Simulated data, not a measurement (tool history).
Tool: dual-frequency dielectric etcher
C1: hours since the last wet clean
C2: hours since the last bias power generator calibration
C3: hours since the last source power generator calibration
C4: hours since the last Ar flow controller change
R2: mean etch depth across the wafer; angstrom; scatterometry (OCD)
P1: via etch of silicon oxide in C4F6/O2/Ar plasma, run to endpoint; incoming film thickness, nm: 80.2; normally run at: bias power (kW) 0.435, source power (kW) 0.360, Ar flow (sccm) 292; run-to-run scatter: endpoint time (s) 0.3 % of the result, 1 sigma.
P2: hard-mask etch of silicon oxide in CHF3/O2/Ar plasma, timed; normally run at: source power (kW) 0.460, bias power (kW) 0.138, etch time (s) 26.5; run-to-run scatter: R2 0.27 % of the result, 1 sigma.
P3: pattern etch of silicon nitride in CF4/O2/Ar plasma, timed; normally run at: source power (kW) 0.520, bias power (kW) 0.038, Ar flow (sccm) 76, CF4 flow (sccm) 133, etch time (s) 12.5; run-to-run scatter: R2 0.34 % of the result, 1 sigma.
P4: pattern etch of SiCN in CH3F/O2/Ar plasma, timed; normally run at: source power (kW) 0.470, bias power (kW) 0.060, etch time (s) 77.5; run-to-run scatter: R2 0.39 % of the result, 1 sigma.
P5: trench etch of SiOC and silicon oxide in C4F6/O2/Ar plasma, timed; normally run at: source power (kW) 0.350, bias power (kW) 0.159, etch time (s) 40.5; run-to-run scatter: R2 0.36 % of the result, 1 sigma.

run 1 day=0.579 | process_that_ran=P1 bias_power_(kW)=0.435 source_power_(kW)=0.360 Ar_flow_(sccm)=292 | C1=311.6 C2=667.2 C3=1400.6 C4=655.4 | endpoint_time_(s)=19.139
run 2 day=1.142 | process_that_ran=P3 bias_power_(kW)=0.038 source_power_(kW)=0.520 Ar_flow_(sccm)=76 CF4_flow_(sccm)=133 etch_time_(s)=12.5 | C1=325.1 C2=680.7 C3=1414.1 C4=668.9 | R2=233.40
-- day=1.579 Ar flow controller replaced
run 3 day=1.642 | process_that_ran=P1 bias_power_(kW)=0.435 source_power_(kW)=0.360 Ar_flow_(sccm)=292 | C1=337.1 C2=692.7 C3=1426.1 C4=1.5 | endpoint_time_(s)=18.984
run 4 day=2.038 | process_that_ran=P5 bias_power_(kW)=0.159 source_power_(kW)=0.350 etch_time_(s)=40.5 | C1=346.6 C2=702.2 C3=1435.6 C4=11.0 | R2=736.11
run 5 day=2.429 | process_that_ran=P4 bias_power_(kW)=0.060 source_power_(kW)=0.470 etch_time_(s)=77.5 | C1=356.0 C2=711.6 C3=1445.0 C4=20.4 | R2=289.77
run 6 day=2.917 | process_that_ran=P1 bias_power_(kW)=0.584 source_power_(kW)=0.360 Ar_flow_(sccm)=292 | C1=367.7 C2=723.3 C3=1456.7 C4=32.1 | endpoint_time_(s)=16.956
run 7 day=3.317 | process_that_ran=P1 bias_power_(kW)=0.265 source_power_(kW)=0.220 Ar_flow_(sccm)=292 | C1=377.3 C2=732.9 C3=1466.3 C4=41.7 | endpoint_time_(s)=27.407
run 8 day=3.862 | process_that_ran=P3 bias_power_(kW)=0.038 source_power_(kW)=0.520 Ar_flow_(sccm)=76 CF4_flow_(sccm)=84 etch_time_(s)=12.5 | C1=390.4 C2=746.0 C3=1479.4 C4=54.8 | R2=220.34
run 9 day=4.212 | process_that_ran=P1 bias_power_(kW)=0.435 source_power_(kW)=0.360 Ar_flow_(sccm)=292 | C1=398.8 C2=754.4 C3=1487.8 C4=63.2 | endpoint_time_(s)=19.020
run 10 day=4.712 | process_that_ran=P5 bias_power_(kW)=0.159 source_power_(kW)=0.350 etch_time_(s)=58.0 | C1=410.8 C2=766.4 C3=1499.8 C4=75.2 | R2=1046.60
run 11 day=4.992 | process_that_ran=P2 bias_power_(kW)=0.138 source_power_(kW)=0.460 etch_time_(s)=26.5 | C1=417.5 C2=773.1 C3=1506.5 C4=81.9 | R2=424.74
run 12 day=5.392 | process_that_ran=P1 bias_power_(kW)=0.435 source_power_(kW)=0.360 Ar_flow_(sccm)=292 | C1=427.1 C2=782.7 C3=1516.1 C4=91.5 | endpoint_time_(s)=19.076
run 13 day=5.817 | process_that_ran=P1 bias_power_(kW)=0.591 source_power_(kW)=0.360 Ar_flow_(sccm)=365 | C1=437.3 C2=792.9 C3=1526.3 C4=101.7 | endpoint_time_(s)=17.351
run 14 day=6.296 | process_that_ran=P4 bias_power_(kW)=0.060 source_power_(kW)=0.650 etch_time_(s)=77.5 | C1=448.8 C2=804.4 C3=1537.8 C4=113.2 | R2=326.70
run 15 day=6.817 | process_that_ran=P1 bias_power_(kW)=0.435 source_power_(kW)=0.360 Ar_flow_(sccm)=292 | C1=461.3 C2=816.9 C3=1550.3 C4=125.7 | endpoint_time_(s)=18.934
run 16 day=7.233 | process_that_ran=P2 bias_power_(kW)=0.100 source_power_(kW)=0.460 etch_time_(s)=26.5 | C1=471.3 C2=826.9 C3=1560.3 C4=135.7 | R2=386.74
run 17 day=7.779 | process_that_ran=P3 bias_power_(kW)=0.038 source_power_(kW)=0.520 Ar_flow_(sccm)=96 CF4_flow_(sccm)=133 etch_time_(s)=12.5 | C1=484.4 C2=840.0 C3=1573.4 C4=148.8 | R2=225.06
run 18 day=8.167 | process_that_ran=P5 bias_power_(kW)=0.159 source_power_(kW)=0.480 etch_time_(s)=40.5 | C1=493.7 C2=849.3 C3=1582.7 C4=158.1 | R2=833.44
-- day=8.358 source power generator calibrated
run 19 day=8.483 | process_that_ran=P1 bias_power_(kW)=0.254 source_power_(kW)=0.360 Ar_flow_(sccm)=292 | C1=501.3 C2=856.9 C3=3.0 C4=165.7 | endpoint_time_(s)=22.956
run 20 day=8.867 | process_that_ran=P1 bias_power_(kW)=0.435 source_power_(kW)=0.360 Ar_flow_(sccm)=356 | C1=510.5 C2=866.1 C3=12.2 C4=174.9 | endpoint_time_(s)=19.481
run 21 day=9.421 | process_that_ran=P3 bias_power_(kW)=0.038 source_power_(kW)=0.520 Ar_flow_(sccm)=76 CF4_flow_(sccm)=133 etch_time_(s)=18.5 | C1=523.8 C2=879.4 C3=25.5 C4=188.2 | R2=345.57
run 22 day=9.996 | process_that_ran=P3 bias_power_(kW)=0.038 source_power_(kW)=0.740 Ar_flow_(sccm)=76 CF4_flow_(sccm)=133 etch_time_(s)=12.5 | C1=537.6 C2=893.2 C3=39.3 C4=202.0 | R2=321.06
run 23 day=10.454 | process_that_ran=P5 bias_power_(kW)=0.094 source_power_(kW)=0.350 etch_time_(s)=40.5 | C1=548.6 C2=904.2 C3=50.3 C4=213.0 | R2=629.33
run 24 day=10.771 | process_that_ran=P3 bias_power_(kW)=0.049 source_power_(kW)=0.520 Ar_flow_(sccm)=76 CF4_flow_(sccm)=133 etch_time_(s)=12.5 | C1=556.2 C2=911.8 C3=57.9 C4=220.6 | R2=253.19
run 25 day=11.150 | process_that_ran=P1 bias_power_(kW)=0.435 source_power_(kW)=0.360 Ar_flow_(sccm)=292 | C1=565.3 C2=920.9 C3=67.0 C4=229.7 | endpoint_time_(s)=18.951
run 26 day=11.454 | process_that_ran=P1 bias_power_(kW)=0.435 source_power_(kW)=0.470 Ar_flow_(sccm)=292 | C1=572.6 C2=928.2 C3=74.3 C4=237.0 | endpoint_time_(s)=17.266
run 27 day=11.904 | process_that_ran=P1 bias_power_(kW)=0.435 source_power_(kW)=0.260 Ar_flow_(sccm)=292 | C1=583.4 C2=939.0 C3=85.1 C4=247.8 | endpoint_time_(s)=21.448
run 28 day=12.433 | process_that_ran=P1 bias_power_(kW)=0.435 source_power_(kW)=0.360 Ar_flow_(sccm)=222 | C1=596.1 C2=951.7 C3=97.8 C4=260.5 | endpoint_time_(s)=18.430
run 29 day=12.829 | process_that_ran=P4 bias_power_(kW)=0.038 source_power_(kW)=0.470 etch_time_(s)=77.5 | C1=605.6 C2=961.2 C3=107.3 C4=270.0 | R2=251.14
run 30 day=13.342 | process_that_ran=P3 bias_power_(kW)=0.038 source_power_(kW)=0.520 Ar_flow_(sccm)=76 CF4_flow_(sccm)=133 etch_time_(s)=12.5 | C1=617.9 C2=973.5 C3=119.6 C4=282.3 | R2=232.12
run 31 day=13.758 | process_that_ran=P4 bias_power_(kW)=0.060 source_power_(kW)=0.470 etch_time_(s)=115.5 | C1=627.9 C2=983.5 C3=129.6 C4=292.3 | R2=432.44
run 32 day=14.200 | process_that_ran=P2 bias_power_(kW)=0.138 source_power_(kW)=0.460 etch_time_(s)=18.5 | C1=638.5 C2=994.1 C3=140.2 C4=302.9 | R2=297.96
run 33 day=14.479 | process_that_ran=P2 bias_power_(kW)=0.138 source_power_(kW)=0.290 etch_time_(s)=26.5 | C1=645.2 C2=1000.8 C3=146.9 C4=309.6 | R2=356.37
run 34 day=14.875 | process_that_ran=P1 bias_power_(kW)=0.435 source_power_(kW)=0.360 Ar_flow_(sccm)=292 | C1=654.7 C2=1010.3 C3=156.4 C4=319.1 | endpoint_time_(s)=19.074
run 35 day=15.221 | process_that_ran=P1 bias_power_(kW)=0.435 source_power_(kW)=0.360 Ar_flow_(sccm)=292 | C1=663.0 C2=1018.6 C3=164.7 C4=327.4 | endpoint_time_(s)=18.955
run 36 day=15.638 | process_that_ran=P1 bias_power_(kW)=0.435 source_power_(kW)=0.360 Ar_flow_(sccm)=292 | C1=673.0 C2=1028.6 C3=174.7 C4=337.4 | endpoint_time_(s)=18.842
run 37 day=16.188 | process_that_ran=P1 bias_power_(kW)=0.435 source_power_(kW)=0.360 Ar_flow_(sccm)=292 | C1=686.2 C2=1041.8 C3=187.9 C4=350.6 | endpoint_time_(s)=18.735
run 38 day=16.542 | process_that_ran=P1 bias_power_(kW)=0.435 source_power_(kW)=0.360 Ar_flow_(sccm)=292 | C1=694.7 C2=1050.3 C3=196.4 C4=359.1 | endpoint_time_(s)=18.803
-- day=16.762 wet clean of the chamber
-- day=16.833 Ar flow controller replaced
run 39 day=17.058 | process_that_ran=P1 bias_power_(kW)=0.435 source_power_(kW)=0.360 Ar_flow_(sccm)=292 | C1=7.1 C2=1062.7 C3=208.8 C4=5.5 | endpoint_time_(s)=18.818
run 40 day=17.525 | process_that_ran=P1 bias_power_(kW)=0.435 source_power_(kW)=0.360 Ar_flow_(sccm)=292 | C1=18.3 C2=1073.9 C3=220.0 C4=16.7 | endpoint_time_(s)=18.758
run 41 day=18.112 | process_that_ran=P1 bias_power_(kW)=0.435 source_power_(kW)=0.360 Ar_flow_(sccm)=292 | C1=32.4 C2=1088.0 C3=234.1 C4=30.8 | endpoint_time_(s)=18.750
run 42 day=18.683 | process_that_ran=P1 bias_power_(kW)=0.435 source_power_(kW)=0.360 Ar_flow_(sccm)=292 | C1=46.1 C2=1101.7 C3=247.8 C4=44.5 | endpoint_time_(s)=18.637

What P1 gives has crept away from where it was. These 2 causes fit the log equally well, each at the size given:
A: bias power that arrives over what is set, % = 4.18
B: source power that arrives over what is set, % = 4.17
The creep began at about day 14.875.
Why every other cause is out:
chamber walls in a state that raises the etch rate, %: serviced at day 16.762, which brought nothing back
Ar flow that arrives under what is set, %: serviced at day 16.833, which brought nothing back

4 check runs are offered, each on 2 wafers whose results are averaged, their results left as question marks. Which one tells the causes apart?
run check 1 day=19.254 | process_that_ran=P4 bias_power_(kW)=0.040 source_power_(kW)=0.610 etch_time_(s)=77.5 | R2=?
run check 2 day=19.254 | process_that_ran=P2 bias_power_(kW)=0.138 source_power_(kW)=0.460 etch_time_(s)=21.5 | R2=?
run check 3 day=19.254 | process_that_ran=P3 bias_power_(kW)=0.038 source_power_(kW)=0.650 Ar_flow_(sccm)=76 CF4_flow_(sccm)=133 etch_time_(s)=12.5 | R2=?
run check 4 day=19.254 | process_that_ran=P5 bias_power_(kW)=0.098 source_power_(kW)=0.450 etch_time_(s)=40.5 | R2=?

What each check would give under each cause:
check=check_1 result=R2 if_A=286.32 if_B=287.55
check=check_2 result=R2 if_A=350.20 if_B=351.07
check=check_3 result=R2 if_A=287.20 if_B=293.92
check=check_4 result=R2 if_A=712.08 if_B=716.02
How far apart the two closest causes lie, in the result that separates them most: check 1 0.43 %; check 2 0.25 %; check 3 2.31 %; check 4 0.55 %
Check 3 tells the causes apart: in the others they would give nearly the same result.

Then check 3 was run and gave: R2 294.00 angstrom. Which cause is it?

It is B: source power that arrives over what is set, %.
